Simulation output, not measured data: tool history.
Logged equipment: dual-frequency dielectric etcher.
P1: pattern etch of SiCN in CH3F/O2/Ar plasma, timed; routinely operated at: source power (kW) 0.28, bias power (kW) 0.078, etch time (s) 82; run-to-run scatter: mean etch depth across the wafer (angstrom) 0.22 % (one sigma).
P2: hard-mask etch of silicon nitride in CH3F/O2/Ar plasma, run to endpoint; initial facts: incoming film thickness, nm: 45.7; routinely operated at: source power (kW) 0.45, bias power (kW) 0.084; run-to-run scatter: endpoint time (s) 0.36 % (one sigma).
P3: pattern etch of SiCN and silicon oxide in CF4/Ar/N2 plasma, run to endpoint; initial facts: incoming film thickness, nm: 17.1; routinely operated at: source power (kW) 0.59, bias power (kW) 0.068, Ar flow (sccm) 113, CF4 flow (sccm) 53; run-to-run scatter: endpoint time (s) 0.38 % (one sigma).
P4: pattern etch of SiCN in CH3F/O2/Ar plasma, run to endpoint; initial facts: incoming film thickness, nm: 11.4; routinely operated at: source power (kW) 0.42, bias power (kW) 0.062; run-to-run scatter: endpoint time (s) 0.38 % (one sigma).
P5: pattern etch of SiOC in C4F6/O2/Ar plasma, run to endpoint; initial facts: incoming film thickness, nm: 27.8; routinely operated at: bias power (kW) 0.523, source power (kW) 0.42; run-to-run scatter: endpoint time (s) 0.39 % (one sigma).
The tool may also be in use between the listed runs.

run,hour,process that ran,source power (kW),bias power (kW),etch time (s),Ar flow (sccm),CF4 flow (sccm),mean etch depth across the wafer (angstrom),endpoint time (s)
1,12.3,P1,0.28,0.078,82,,,278.12,
2,29.6,P1,0.28,0.109,46,,,177.66,
3,39.4,P4,0.55,0.062,,,,,28.691
4,52,P1,0.28,0.078,122,,,413.94,
5,62.3,P5,0.42,0.523,,,,,9.4856
6,73.3,P5,0.29,0.523,,,,,10.905
7,92.3,P1,0.28,0.105,82,,,311.97,
8,105.1,P3,0.59,0.068,,113,53,,17.652
9,121.5,P1,0.28,0.078,82,,,278.73,
10,139.7,P5,0.42,0.523,,,,,9.4682
11,158.4,P1,0.28,0.078,82,,,278.81,
12,169.1,P2,0.45,0.054,,,,,68.678
13,178.4,P1,0.28,0.078,82,,,278.49,
14,189,P1,0.28,0.062,82,,,256.08,
15,203.1,P1,0.28,0.078,82,,,279.36,
16,212.9,P2,0.33,0.084,,,,,66.637
17,223.7,P5,0.42,0.689,,,,,8.5413
18,240.2,P2,0.45,0.084,,,,,59.116
19,248.5,P4,0.42,0.087,,,,,28.382
20,259.1,P1,0.38,0.078,82,,,312.96,
21,272.1,P1,0.22,0.078,82,,,255.57,
22,281.5,P3,0.59,0.068,,113,53,,17.605
23,295,P3,0.59,0.068,,113,75,,16.575
24,313.7,P3,0.73,0.068,,113,53,,14.592
25,322.1,P1,0.28,0.078,82,,,279.02,
26,337.3,P4,0.42,0.062,,,,,31.949
27,353.8,P1,0.28,0.078,45,,,152.59,
28,367.8,P3,0.59,0.068,,154,53,,18.73
29,383,P4,0.42,0.062,,,,,32.1
30,397.4,P2,0.45,0.084,,,,,59.465
31,414.2,P3,0.59,0.046,,113,53,,20.144
32,428.1,P1,0.28,0.078,82,,,280.18,
33,439.4,P1,0.28,0.078,82,,,280.92,
34,457.2,P1,0.28,0.078,82,,,283.22,
# hour 464.2: wet clean of the chamber
35,468.2,P1,0.28,0.078,82,,,282.6,
36,481.9,P1,0.28,0.078,82,,,283.28,
37,492.6,P1,0.28,0.078,82,,,281.83,
38,501.6,P1,0.28,0.078,82,,,283.14,
39,519.3,P1,0.28,0.078,82,,,282.25,

P1 has crept away from where it was. The log is fitted equally well by each of these 2 causes, at the sizes shown:
A: source power that arrives over what is set, % = 4.44
B: bias power that arrives over what is set, % = 4.45
The creep began at about hour 428.1.
All other causes, with the reason each is excluded:
chamber walls in a state that raises the etch rate, %: its service at hour 464.2 followed the start of the drift and did not put the process back to its old value

Each of the check runs listed below is run on 2 wafers and reports their average, with the results left as question marks. Pick the one under which the possible causes would lead to clearly different results.
check 1,537,P3,0.59,0.068,,113,53,,?
check 2,537,P4,0.42,0.062,,,,,?
check 3,537,P5,0.42,0.523,,,,,?
check 4,537,P2,0.45,0.084,,,,,?

Outcome of each check run for each possible cause:
check,result,if A,if B
check 1,endpoint time (s),16.967,17.36
check 2,endpoint time (s),31.487,31.539
check 3,endpoint time (s),9.3168,9.3135
check 4,endpoint time (s),58.416,58.475
Distance between the nearest two causes, measured in the result of the check that separates them most: check 1 2.29 %; check 2 0.16 %; check 3 0.04 %; check 4 0.1 %
Check 1 distinguishes between the causes, while the remaining checks would return nearly the same result for all of them.

The results of check 1 are: endpoint time (s) 17.343. Based on these, which of the listed causes is it?

The cause is B: bias power that arrives over what is set, %.
